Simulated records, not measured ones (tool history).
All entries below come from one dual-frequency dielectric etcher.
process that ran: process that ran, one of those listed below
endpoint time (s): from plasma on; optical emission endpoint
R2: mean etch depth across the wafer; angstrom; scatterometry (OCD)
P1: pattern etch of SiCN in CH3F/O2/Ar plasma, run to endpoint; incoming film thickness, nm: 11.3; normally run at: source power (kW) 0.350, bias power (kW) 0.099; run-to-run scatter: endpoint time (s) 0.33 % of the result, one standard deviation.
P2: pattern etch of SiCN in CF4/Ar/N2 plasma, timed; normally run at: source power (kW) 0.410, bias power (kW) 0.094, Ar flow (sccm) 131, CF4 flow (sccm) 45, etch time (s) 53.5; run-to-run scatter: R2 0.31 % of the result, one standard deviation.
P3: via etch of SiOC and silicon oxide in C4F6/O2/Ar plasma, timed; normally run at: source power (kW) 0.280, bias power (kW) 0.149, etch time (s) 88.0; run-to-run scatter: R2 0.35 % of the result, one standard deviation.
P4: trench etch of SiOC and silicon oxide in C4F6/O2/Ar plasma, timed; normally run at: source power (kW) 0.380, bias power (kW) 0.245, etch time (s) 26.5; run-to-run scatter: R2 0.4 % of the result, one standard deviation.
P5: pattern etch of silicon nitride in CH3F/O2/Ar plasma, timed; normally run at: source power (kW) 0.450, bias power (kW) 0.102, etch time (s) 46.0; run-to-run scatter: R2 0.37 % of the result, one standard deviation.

Run 1, hour 6.1: process that ran P1, source power (kW) 0.350, bias power (kW) 0.099. Result: endpoint time (s) 28.590.
Run 2, hour 12.4: process that ran P3, source power (kW) 0.280, bias power (kW) 0.203, etch time (s) 88.0. Result: R2 904.66 angstrom.
Run 3, hour 19.9: process that ran P2, source power (kW) 0.410, bias power (kW) 0.094, etch time (s) 40.5, Ar flow (sccm) 131, CF4 flow (sccm) 45. Result: R2 326.29 angstrom.
Run 4, hour 28.7: process that ran P1, source power (kW) 0.280, bias power (kW) 0.067. Result: endpoint time (s) 36.007.
Run 5, hour 36.3: process that ran P1, source power (kW) 0.270, bias power (kW) 0.099. Result: endpoint time (s) 31.539.
Run 6, hour 44.6: process that ran P2, source power (kW) 0.410, bias power (kW) 0.094, etch time (s) 53.5, Ar flow (sccm) 131, CF4 flow (sccm) 55. Result: R2 443.97 angstrom.
Run 7, hour 55.2: process that ran P1, source power (kW) 0.350, bias power (kW) 0.099. Result: endpoint time (s) 28.729.
Run 8, hour 61.8: process that ran P5, source power (kW) 0.450, bias power (kW) 0.075, etch time (s) 46.0. Result: R2 341.11 angstrom.
Run 9, hour 68.6: process that ran P5, source power (kW) 0.450, bias power (kW) 0.102, etch time (s) 46.0. Result: R2 380.22 angstrom.
Run 10, hour 76.3: process that ran P2, source power (kW) 0.410, bias power (kW) 0.094, etch time (s) 53.5, Ar flow (sccm) 78, CF4 flow (sccm) 45. Result: R2 464.93 angstrom.
Run 11, hour 82.6: process that ran P5, source power (kW) 0.590, bias power (kW) 0.102, etch time (s) 46.0. Result: R2 419.14 angstrom.
Run 12, hour 90.6: process that ran P1, source power (kW) 0.350, bias power (kW) 0.099. Result: endpoint time (s) 28.635.
Run 13, hour 101.1: process that ran P1, source power (kW) 0.460, bias power (kW) 0.099. Result: endpoint time (s) 25.972.
Run 14, hour 108.8: process that ran P1, source power (kW) 0.350, bias power (kW) 0.059. Result: endpoint time (s) 34.367.
Run 15, hour 113.8: process that ran P4, source power (kW) 0.380, bias power (kW) 0.199, etch time (s) 26.5. Result: R2 512.63 angstrom.
Run 16, hour 121.0: process that ran P1, source power (kW) 0.350, bias power (kW) 0.099. Result: endpoint time (s) 28.578.
Run 17, hour 125.9: process that ran P4, source power (kW) 0.380, bias power (kW) 0.245, etch time (s) 18.5. Result: R2 381.88 angstrom.
Run 18, hour 135.8: process that ran P3, source power (kW) 0.280, bias power (kW) 0.149, etch time (s) 88.0. Result: R2 813.76 angstrom.
Run 19, hour 141.0: process that ran P3, source power (kW) 0.280, bias power (kW) 0.149, etch time (s) 109.5. Result: R2 1009.00 angstrom.
Run 20, hour 149.6: process that ran P1, source power (kW) 0.350, bias power (kW) 0.099. Result: endpoint time (s) 28.500.
Run 21, hour 159.2: process that ran P2, source power (kW) 0.410, bias power (kW) 0.094, etch time (s) 53.5, Ar flow (sccm) 131, CF4 flow (sccm) 45. Result: R2 427.80 angstrom.
Run 22, hour 164.7: process that ran P1, source power (kW) 0.350, bias power (kW) 0.121. Result: endpoint time (s) 26.487.
Run 23, hour 169.8: process that ran P4, source power (kW) 0.380, bias power (kW) 0.245, etch time (s) 26.5. Result: R2 549.81 angstrom.
Run 24, hour 174.6: process that ran P4, source power (kW) 0.540, bias power (kW) 0.245, etch time (s) 26.5. Result: R2 627.21 angstrom.
Run 25, hour 180.9: process that ran P2, source power (kW) 0.260, bias power (kW) 0.094, etch time (s) 53.5, Ar flow (sccm) 131, CF4 flow (sccm) 45. Result: R2 289.82 angstrom.
At hour 189.3: source power generator calibrated.
Run 26, hour 189.3: process that ran P5, source power (kW) 0.450, bias power (kW) 0.102, etch time (s) 30.5. Result: R2 252.47 angstrom.
Run 27, hour 197.1: process that ran P5, source power (kW) 0.450, bias power (kW) 0.102, etch time (s) 46.0. Result: R2 380.25 angstrom.
Run 28, hour 205.8: process that ran P3, source power (kW) 0.390, bias power (kW) 0.149, etch time (s) 88.0. Result: R2 925.11 angstrom.
Run 29, hour 215.7: process that ran P2, source power (kW) 0.410, bias power (kW) 0.062, etch time (s) 53.5, Ar flow (sccm) 131, CF4 flow (sccm) 45. Result: R2 364.06 angstrom.
Run 30, hour 220.9: process that ran P1, source power (kW) 0.350, bias power (kW) 0.099. Result: endpoint time (s) 28.679.
Run 31, hour 231.0: process that ran P1, source power (kW) 0.350, bias power (kW) 0.099. Result: endpoint time (s) 28.740.
Run 32, hour 238.4: process that ran P1, source power (kW) 0.350, bias power (kW) 0.099. Result: endpoint time (s) 28.995.
Run 33, hour 243.6: process that ran P1, source power (kW) 0.350, bias power (kW) 0.099. Result: endpoint time (s) 29.177.
Run 34, hour 249.7: process that ran P1, source power (kW) 0.350, bias power (kW) 0.099. Result: endpoint time (s) 29.058.
At hour 249.9: wet clean of the chamber.
Run 35, hour 256.2: process that ran P1, source power (kW) 0.350, bias power (kW) 0.099. Result: endpoint time (s) 29.261.
Run 36, hour 266.5: process that ran P1, source power (kW) 0.350, bias power (kW) 0.099. Result: endpoint time (s) 29.129.
Run 37, hour 274.9: process that ran P1, source power (kW) 0.350, bias power (kW) 0.099. Result: endpoint time (s) 29.038.
Run 38, hour 283.3: process that ran P1, source power (kW) 0.350, bias power (kW) 0.099. Result: endpoint time (s) 29.015.
Run 39, hour 291.0: process that ran P1, source power (kW) 0.350, bias power (kW) 0.099. Result: endpoint time (s) 29.152.
Run 40, hour 300.0: process that ran P1, source power (kW) 0.350, bias power (kW) 0.099. Result: endpoint time (s) 28.992.

What P1 gives has crept off from where it sat before. The 2 causes that follow fit the log equally well, each at the size noted:
A: source power that arrives under what is set, % = 4.42
B: bias power that arrives under what is set, % = 4.3
The gradual shift began around hour 220.9.
Other possible causes, and why each is ruled out:
chamber walls in a state that lowers the etch rate, %: was serviced at hour 249.9, once the creep was under way, yet the earlier output never came back

Which of the check runs below tells the causes apart, meaning the causes would give it clearly different results? Each run uses 2 wafers whose results are averaged, and each result is shown as a question mark.
Run check 1, hour 309.0: process that ran P3, source power (kW) 0.280, bias power (kW) 0.149, etch time (s) 88.0. Result: R2 ?.
Run check 2, hour 309.0: process that ran P4, source power (kW) 0.380, bias power (kW) 0.245, etch time (s) 26.5. Result: R2 ?.
Run check 3, hour 309.0: process that ran P2, source power (kW) 0.410, bias power (kW) 0.094, etch time (s) 53.5, Ar flow (sccm) 131, CF4 flow (sccm) 45. Result: R2 ?.
Run check 4, hour 309.0: process that ran P5, source power (kW) 0.450, bias power (kW) 0.102, etch time (s) 46.0. Result: R2 ?.

Predicted outcomes, by check and by cause:
  check  result    if A    if B
check 1      R2  799.10  802.05
check 2      R2  537.51  538.83
check 3      R2  413.84  422.61
check 4      R2  374.03  374.35
Separation of the two closest causes in each check, using whichever result separates them best: check 1 0.37 %; check 2 0.25 %; check 3 2.1 %; check 4 0.08 %
Of the check runs offered, only check 3 discriminates between the causes; the rest would read about the same regardless of which cause applies.

Running check 3 produced the following: R2 414.88 angstrom. Which one of the listed causes fits?

It is A: source power that arrives under what is set, %.
